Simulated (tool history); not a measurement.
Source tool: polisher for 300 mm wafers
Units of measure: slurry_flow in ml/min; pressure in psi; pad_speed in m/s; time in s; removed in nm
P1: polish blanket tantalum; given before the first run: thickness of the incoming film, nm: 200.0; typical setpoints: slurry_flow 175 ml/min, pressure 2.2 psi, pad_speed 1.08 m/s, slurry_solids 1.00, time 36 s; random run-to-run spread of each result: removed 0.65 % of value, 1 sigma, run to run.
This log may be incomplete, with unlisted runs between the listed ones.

run,hour,slurry_flow,pressure,pad_speed,slurry_solids,time,removed
1,9.9,175,2.2,1.08,1.00,36,66.518
2,17.8,175,2.2,1.60,1.00,36,99.163
3,29.1,175,2.2,1.08,1.00,48,87.862
4,42.6,175,2.2,1.08,1.00,36,66.277
5,49.9,175,2.2,0.48,1.00,36,29.275
6,60.2,175,2.2,1.08,1.00,36,66.069
7,69.0,175,1.5,1.08,1.00,44,55.016
8,77.9,175,3.2,1.08,1.00,54,142.300
9,91.4,175,3.0,1.08,1.00,36,90.238
10,98.9,175,2.2,1.50,0.80,36,85.850
11,107.4,175,1.2,1.08,1.00,36,36.181
12,113.9,175,2.2,1.08,0.70,36,58.664
13,124.5,175,2.2,1.08,1.00,22,40.787
# hour 124.7: worn pad replaced by a new one
14,135.1,250,2.2,1.08,1.00,36,68.832
15,146.9,175,2.2,1.08,1.00,36,65.968
16,153.4,175,2.2,1.08,1.00,36,65.856
17,164.5,175,2.2,1.08,1.45,36,72.676
18,175.3,105,2.2,1.08,1.00,36,60.360
19,183.0,175,2.2,1.08,1.00,36,66.437
20,195.9,175,2.2,1.08,1.00,36,66.663
21,201.9,175,2.2,1.08,1.00,36,64.828
22,212.9,175,2.2,1.08,1.00,36,62.836
23,225.6,175,2.2,1.08,1.00,36,61.571
24,234.9,175,2.2,1.08,1.00,36,61.103

What does the tool deliver on the next run?
# hour 238.7: worn pad replaced by a new one
# hour 242.4: slurry nozzle cleaned
25,245.8,175,2.2,1.08,1.00,36,?

{"run 25": {"removed": 60.206}}
